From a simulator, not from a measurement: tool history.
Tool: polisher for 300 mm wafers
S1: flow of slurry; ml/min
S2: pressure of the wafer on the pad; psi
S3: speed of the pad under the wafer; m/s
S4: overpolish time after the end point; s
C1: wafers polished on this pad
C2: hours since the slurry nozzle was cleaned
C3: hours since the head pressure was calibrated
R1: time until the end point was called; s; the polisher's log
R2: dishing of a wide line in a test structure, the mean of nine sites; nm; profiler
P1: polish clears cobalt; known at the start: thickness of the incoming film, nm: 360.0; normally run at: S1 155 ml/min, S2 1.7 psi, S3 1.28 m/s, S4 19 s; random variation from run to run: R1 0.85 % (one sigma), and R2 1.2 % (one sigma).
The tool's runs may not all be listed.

run   hour   S1   S2    S3  S4    C1     C2     C3       R1      R2
  1   13.2  155  1.7  1.28  19  1015  255.4  465.4   78.236  43.219
  2   26.5  155  1.7  1.28   7  1100  268.7  478.7   77.765  24.588
  3   37.1  155  0.8  1.28  19  1168  279.3  489.3  168.130  29.266
  4   47.9  155  1.7  1.28  19  1237  290.1  500.1   78.090  43.327
  5   59.5  155  1.7  1.28  35  1311  301.7  511.7   77.889  50.491
  6   66.9  155  1.7  1.28  19  1358  309.1  519.1   77.745  44.029
  7   77.6  155  1.7  1.28  19  1426  319.8  529.8   77.140  42.800
  8   86.0  245  1.7  1.28  19  1480  328.2  538.2   73.170  43.158
  9   97.0  155  1.7  1.98  19  1550  339.2  549.2   50.665  47.892
 10  103.5  155  1.7  1.28  19  1592  345.7  555.7   76.775  43.496
 11  111.4  155  1.7  1.28  19  1642  353.6  563.6   77.368  42.573
 12  119.4  155  1.7  1.28  19  1693  361.6  571.6   78.958  43.099
 13  127.1  155  1.7  0.58  19  1743  369.3  579.3  173.550  29.100
 14  137.7   95  1.7  1.00  19  1810  379.9  589.9  111.020  36.837
 15  146.0   95  1.7  1.28  19  1863  388.2  598.2   86.056  41.286
 16  156.9  230  2.5  1.28  19  1933  399.1  609.1   50.146  48.277
 17  168.1  155  2.2  1.28  19  2004  410.3  620.3   60.512  45.745
 18  177.0  155  1.7  1.28  19  2061  419.2  629.2   77.678  42.366
 19  186.8  155  1.7  1.28  19  2124  429.0  639.0   81.922  42.477
 20  198.4  155  1.7  1.28  19  2198  440.6  650.6   83.314  41.967
 21  209.6  155  1.7  1.28  19  2270  451.8  661.8   85.230  41.852
     213.8  -- head pressure recalibrated
 22  222.2  155  1.7  1.28  19  2350  464.4    8.5   85.761  40.989
 23  230.6  155  1.7  1.28  19  2404  472.8   16.9   85.329  42.432
 24  239.1  155  1.7  1.28  19  2458  481.3   25.4   85.679  41.047

What P1 gives has crept away from where it was. These 2 causes fit the log equally well, each at the size given:
A: slurry flow missing at the pad, % = 34.1
B: removal rate lost through wear of the pad, % = 8.12
The creep began at about hour 177.0.
Why every other cause is out:
head's pressure below its setpoint, %: serviced at hour 213.8, which brought nothing back

4 check runs are offered, each on 2 wafers whose results are averaged, their results left as question marks. Which one tells the causes apart?
check 1  247.6  155  1.7  1.76   9               ?   ?
check 2  247.6  155  0.8  1.28   8               ?   ?
check 3  247.6   95  1.2  1.28  19               ?   ?
check 4  247.6  155  0.9  0.58  19               ?   ?

What each check would give under each cause:
  check  result     if A     if B
check 1      R1   62.023   62.013
check 1      R2   33.774   33.777
check 2      R1  181.220  181.200
check 2      R2   14.276   14.277
check 3      R1  140.180  133.920
check 3      R2   32.608   33.488
check 4      R1  355.500  355.450
check 4      R2   16.841   16.843
How far apart the two closest causes lie, in the result that separates them most: check 1 0.01 %; check 2 0.01 %; check 3 4.57 %; check 4 0.01 %
Only check 3 tells the causes apart: in the others they would give nearly the same result.

Then check 3 was run and gave: R1 135.220 s; R2 33.123 nm. Which cause is it?

It is B: removal rate lost through wear of the pad, %.
